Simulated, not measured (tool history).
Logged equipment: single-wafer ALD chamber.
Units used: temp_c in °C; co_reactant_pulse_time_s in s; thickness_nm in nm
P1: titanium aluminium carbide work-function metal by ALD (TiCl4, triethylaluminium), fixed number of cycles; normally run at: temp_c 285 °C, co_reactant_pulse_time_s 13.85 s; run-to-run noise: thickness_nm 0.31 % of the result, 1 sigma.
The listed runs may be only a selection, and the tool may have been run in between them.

run,hour,temp_c,co_reactant_pulse_time_s,hours since the last thermocouple change,hours since the last triethylaluminium bottle change,thickness_nm
1,6.1,285,13.85,1399.1,459.6,1.9813
2,14.3,285,19.96,1407.3,467.8,1.9947
3,23.6,285,13.85,1416.6,477.1,1.9800
# hour 28.5: thermocouple changed; heater temperature recalibrated
4,33.2,285,13.85,4.7,486.7,1.9786
5,38.3,285,5.08,9.8,491.8,1.6505
6,43.4,285,13.85,14.9,496.9,1.9782
7,51.4,308,13.85,22.9,504.9,2.1924
8,59.5,285,13.85,31.0,513.0,1.9758
9,65.6,272,18.17,37.1,519.1,1.8774
10,73.7,261,13.85,45.2,527.2,1.7548

For run 11, what comes out?
11,82.6,285,13.85,54.1,536.1,?

thickness_nm: 1.9836 nm
